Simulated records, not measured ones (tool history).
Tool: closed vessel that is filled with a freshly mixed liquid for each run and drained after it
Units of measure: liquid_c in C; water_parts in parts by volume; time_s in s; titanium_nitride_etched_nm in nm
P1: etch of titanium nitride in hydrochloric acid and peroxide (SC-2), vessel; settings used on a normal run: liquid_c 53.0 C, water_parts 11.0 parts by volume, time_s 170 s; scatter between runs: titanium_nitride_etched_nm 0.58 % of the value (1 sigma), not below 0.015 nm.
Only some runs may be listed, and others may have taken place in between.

run	hour	liquid_c	water_parts	time_s	hours since the thermometer was replaced	hours since the chemicals flow meter was replaced	hours since the drum of peroxide was connected	titanium_nitride_etched_nm
1	6.0	53.0	11.0	170	775.1	247.4	445.6	4.9347
2	15.2	53.0	11.0	170	784.3	256.6	454.8	4.8636
3	20.3	53.0	19.5	170	789.4	261.7	459.9	2.9197
4	25.1	69.5	11.0	170	794.2	266.5	464.7	13.4940
5	34.3	53.0	11.0	170	803.4	275.7	473.9	4.8861
6	39.0	53.0	11.0	75	808.1	280.4	478.6	2.1439
# hour 41.5: thermometer replaced
7	48.5	62.0	5.5	170	7.1	289.9	488.1	14.9090
8	54.0	53.0	11.0	170	12.6	295.4	493.6	4.8647
9	61.4	53.0	11.0	305	20.0	302.8	501.0	8.7218
10	68.9	44.5	11.0	170	27.5	310.3	508.5	2.7362
11	73.9	61.0	4.0	170	32.5	315.3	513.5	17.5350
12	81.2	53.0	11.0	170	39.8	322.6	520.8	4.8767
13	86.7	53.0	11.0	170	45.3	328.1	526.3	4.7919
14	93.1	38.0	11.0	290	51.7	334.5	532.7	2.9374
15	101.7	53.0	11.0	170	60.3	343.1	541.3	4.8697
16	108.8	53.0	4.0	170	67.4	350.2	548.4	10.4930
17	116.8	53.0	11.0	170	75.4	358.2	556.4	4.8843
18	121.7	53.0	11.0	170	80.3	363.1	561.3	4.9647
19	130.5	53.0	11.0	170	89.1	371.9	570.1	5.1207
20	138.6	53.0	11.0	170	97.2	380.0	578.2	5.1802
21	147.0	53.0	11.0	170	105.6	388.4	586.6	5.2494
22	152.3	53.0	11.0	170	110.9	393.7	591.9	5.2224
23	159.5	53.0	11.0	170	118.1	400.9	599.1	5.2873
24	165.0	53.0	11.0	170	123.6	406.4	604.6	5.3122
25	172.5	53.0	11.0	170	131.1	413.9	612.1	5.2811
26	176.9	53.0	11.0	170	135.5	418.3	616.5	5.2812
27	186.1	53.0	11.0	170	144.7	427.5	625.7	5.3033
28	195.0	53.0	11.0	170	153.6	436.4	634.6	5.3609

The output of P1 has drifted from where it used to be. Each of the 2 causes below, taken at the size shown beside it, accounts for the log equally well:
A: chemicals flow above the setpoint (%) = 11.5
B: liquid hotter than its thermometer reads (K) = 1.4
The gradual shift began around hour 116.8.
Other possible causes, and why each is ruled out:
peroxide weaker than its label (%): limited to 8, which would change titanium_nitride_etched_nm by -7.4 %, either short of the creep or opposite in sign

Which of the 4 check runs listed below, each an average over 5 wafers with its results shown as question marks, gives clearly different results under the different listed causes?
check 1	203.9	53.0	19.5	275				?
check 2	203.9	61.0	11.0	170				?
check 3	203.9	69.0	7.5	170				?
check 4	203.9	46.5	4.0	170				?

What each check would give under each cause:
check	result	if A	if B
check 1	titanium_nitride_etched_nm	5.2313	5.1950
check 2	titanium_nitride_etched_nm	8.8555	8.8165
check 3	titanium_nitride_etched_nm	19.6000	19.5600
check 4	titanium_nitride_etched_nm	7.3081	7.4831
How far apart the two closest causes lie, in the result that separates them most: check 1 0.7 %; check 2 0.44 %; check 3 0.21 %; check 4 2.37 %
Check 4 is the one run that separates the causes; every other check would come out nearly the same whichever cause is at work.

With check 4 done, the readings were: titanium_nitride_etched_nm 7.3541 nm. Identify which of the listed causes applies.

Of the candidate causes, it is A: chemicals flow above the setpoint (%).
